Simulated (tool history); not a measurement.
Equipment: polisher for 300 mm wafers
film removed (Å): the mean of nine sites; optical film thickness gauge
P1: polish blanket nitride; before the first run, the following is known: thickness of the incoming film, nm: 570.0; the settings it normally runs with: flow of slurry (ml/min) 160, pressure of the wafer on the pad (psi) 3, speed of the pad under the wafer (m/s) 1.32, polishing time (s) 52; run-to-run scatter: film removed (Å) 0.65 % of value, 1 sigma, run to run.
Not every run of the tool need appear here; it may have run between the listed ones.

run	hour	flow of slurry (ml/min)	pressure of the wafer on the pad (psi)	speed of the pad under the wafer (m/s)	polishing time (s)	wafers polished on this pad	hours since the slurry nozzle was cleaned	hours since the head pressure was calibrated	film removed (Å)
1	4	160	3	1.32	52	359	262.8	188.9	1127.6
2	12	160	3	1.32	23	442	270.8	196.9	494.31
3	18.8	160	3	0.7	52	512	277.6	203.7	679.73
4	22.7	160	3	1.32	52	552	281.5	207.6	1126.1
5	30.8	160	3	1.32	52	636	289.6	215.7	1135.5
6	36.3	105	3	1.32	52	693	295.1	221.2	1031.4
7	41.6	160	3	2.06	52	747	300.4	226.5	1607.4
8	48.1	160	4.2	1.32	77	814	306.9	233	2323.1
9	52.9	245	3	1.32	52	864	311.7	237.8	1206
10	56.7	160	3	1.32	52	903	315.5	241.6	1137.7
# hour 60.2: slurry nozzle cleaned
11	64	160	3	1.32	52	979	3.8	248.9	1127.4
12	70.7	100	2.1	1.32	52	1048	10.5	255.6	711.15
13	76.8	160	2.1	1.32	52	1111	16.6	261.7	789.84
14	84	160	3	1.32	52	1185	23.8	268.9	1118.2
15	88.9	160	3.9	1.32	52	1236	28.7	273.8	1458.7
16	95.4	160	3	1.32	82	1303	35.2	280.3	1774.9
17	103.4	160	3	1.32	52	1385	43.2	288.3	1133.6
18	108.1	160	3	1.32	52	1434	47.9	293	1115.8
19	115.1	160	3	1.32	52	1506	54.9	300	1065.4
20	121	160	3	1.32	52	1567	60.8	305.9	1057.6
21	125.9	160	3	1.32	52	1618	65.7	310.8	1062.8
# hour 130: head pressure recalibrated
22	132.1	160	3	1.32	52	1682	71.9	2.1	1054.2
23	138.5	160	3	1.32	52	1748	78.3	8.5	1051.2
24	145.7	160	3	1.32	52	1822	85.5	15.7	1052.3

What P1 gives has crept off from where it sat before. The 2 causes that follow fit the log equally well, each at the size noted:
A: slurry flow missing at the pad, % = 31.9
B: removal rate lost through wear of the pad, % = 7.27
Onset of the creep was near hour 103.4.
Other possible causes, and why each is ruled out:
head's pressure below its setpoint, %: work on it at hour 130, done after the drift set in, did not restore what the process gave before

Consider the 4 check runs below, whose results appear as question marks and each of which averages 5 wafers. Which one distinguishes the causes, in that each cause would give it a clearly different result?
check 1	152.9	160	3	1.72	52				?
check 2	152.9	160	3	0.9	27				?
check 3	152.9	160	3	1.78	52				?
check 4	152.9	245	3	1.32	40				?

If the cause were each of the candidates in turn, the checks would give the following:
check	result	if A	if B
check 1	film removed (Å)	1291.1	1291.2
check 2	film removed (Å)	399.31	399.33
check 3	film removed (Å)	1327.1	1327.1
check 4	film removed (Å)	872.57	851.38
How far apart the two closest causes lie, in the result that separates them most: check 1 0.01 %; check 2 0.01 %; check 3 0.01 %; check 4 2.46 %
Check 4 is the one run that separates the causes; every other check would come out nearly the same whichever cause is at work.

Check 4 was carried out, with these results: film removed (Å) 873.9. Which of the listed causes is responsible?

The cause is A: slurry flow missing at the pad, %.

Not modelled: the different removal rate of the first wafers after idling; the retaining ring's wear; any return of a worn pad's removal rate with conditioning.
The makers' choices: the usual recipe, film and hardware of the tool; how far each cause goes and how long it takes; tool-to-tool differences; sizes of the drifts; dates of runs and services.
